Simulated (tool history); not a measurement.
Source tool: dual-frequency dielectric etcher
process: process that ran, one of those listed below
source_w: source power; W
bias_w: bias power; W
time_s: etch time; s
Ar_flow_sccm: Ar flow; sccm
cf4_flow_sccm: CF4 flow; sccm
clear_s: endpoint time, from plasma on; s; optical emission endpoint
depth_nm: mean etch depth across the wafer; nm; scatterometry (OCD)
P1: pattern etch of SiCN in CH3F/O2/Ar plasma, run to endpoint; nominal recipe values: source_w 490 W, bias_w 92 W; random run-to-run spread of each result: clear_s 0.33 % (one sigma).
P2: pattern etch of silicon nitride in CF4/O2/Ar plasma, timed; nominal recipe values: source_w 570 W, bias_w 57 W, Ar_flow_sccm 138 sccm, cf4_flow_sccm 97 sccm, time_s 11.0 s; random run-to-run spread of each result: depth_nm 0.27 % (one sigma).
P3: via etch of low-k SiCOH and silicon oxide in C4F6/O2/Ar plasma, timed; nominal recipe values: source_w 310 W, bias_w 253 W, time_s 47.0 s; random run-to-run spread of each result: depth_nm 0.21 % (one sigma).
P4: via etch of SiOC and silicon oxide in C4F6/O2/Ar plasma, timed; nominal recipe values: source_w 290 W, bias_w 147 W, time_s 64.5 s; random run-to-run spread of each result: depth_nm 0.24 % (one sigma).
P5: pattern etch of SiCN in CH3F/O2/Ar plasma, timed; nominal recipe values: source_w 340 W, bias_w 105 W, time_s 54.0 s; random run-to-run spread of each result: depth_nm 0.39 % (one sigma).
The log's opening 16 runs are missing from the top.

| run | day | process | source_w | bias_w | time_s | Ar_flow_sccm | cf4_flow_sccm | hours since the last wet clean | hours since the last source power generator calibration | hours since the last bias power generator calibration | clear_s | depth_nm |
|---|---|---|---|---|---|---|---|---|---|---|---|---|
| 17 | 7.696 | P1 | 490 | 70 |  |  |  | 501.6 | 732.7 | 1863.7 | 31.515 |  |
| 18 | 8.183 | P1 | 490 | 92 |  |  |  | 513.3 | 744.4 | 1875.4 | 28.515 |  |
| 19 | 8.662 | P1 | 320 | 92 |  |  |  | 524.8 | 755.9 | 1886.9 | 33.360 |  |
| 20 | 9.100 | P4 | 290 | 147 | 96.0 |  |  | 535.3 | 766.4 | 1897.4 |  | 88.732 |
| 21 | 9.579 | P1 | 590 | 60 |  |  |  | 546.8 | 777.9 | 1908.9 | 30.881 |  |
| 22 | 10.175 | P2 | 570 | 57 | 11.0 | 138 | 97 | 561.1 | 792.2 | 1923.2 |  | 23.134 |
| 23 | 10.738 | P3 | 310 | 253 | 47.0 |  |  | 574.6 | 805.7 | 1936.7 |  | 108.110 |
| 24 | 11.212 | P3 | 310 | 253 | 68.5 |  |  | 586.0 | 817.1 | 1948.1 |  | 158.030 |
| 25 | 11.483 | P2 | 570 | 57 | 11.0 | 138 | 136 | 592.5 | 823.6 | 1954.6 |  | 24.088 |
| 26 | 11.796 | P2 | 570 | 43 | 11.0 | 138 | 97 | 600.0 | 831.1 | 1962.1 |  | 20.713 |
| 27 | 12.229 | P1 | 490 | 92 |  |  |  | 610.4 | 841.5 | 1972.5 | 28.758 |  |
| 28 | 12.500 | P3 | 220 | 253 | 47.0 |  |  | 616.9 | 848.0 | 1979.0 |  | 95.100 |
| 29 | 12.762 | P5 | 340 | 105 | 54.0 |  |  | 623.2 | 854.3 | 1985.3 |  | 22.217 |
| 30 | 13.042 | P5 | 340 | 63 | 54.0 |  |  | 629.9 | 861.0 | 1992.0 |  | 18.332 |
| 31 | 13.312 | P1 | 490 | 92 |  |  |  | 636.4 | 867.5 | 1998.5 | 28.552 |  |
| 32 | 13.842 | P1 | 490 | 92 |  |  |  | 649.1 | 880.2 | 2011.2 | 28.165 |  |
| 33 | 14.233 | P1 | 490 | 92 |  |  |  | 658.5 | 889.6 | 2020.6 | 28.279 |  |
| 34 | 14.654 | P1 | 490 | 92 |  |  |  | 668.6 | 899.7 | 2030.7 | 28.121 |  |
| 35 | 15.138 | P1 | 490 | 92 |  |  |  | 680.2 | 911.3 | 2042.3 | 27.954 |  |
|  | 15.429 | wet clean of the chamber |
| 36 | 15.496 | P1 | 490 | 92 |  |  |  | 1.6 | 919.9 | 2050.9 | 28.057 |  |
| 37 | 16.100 | P1 | 490 | 92 |  |  |  | 16.1 | 934.4 | 2065.4 | 27.928 |  |

The next listed run, before its measurement:
| 38 | 16.612 | P1 | 490 | 92 |  |  |  | 28.4 | 946.7 | 2077.7 | ? |  |

clear_s: 28.188 s
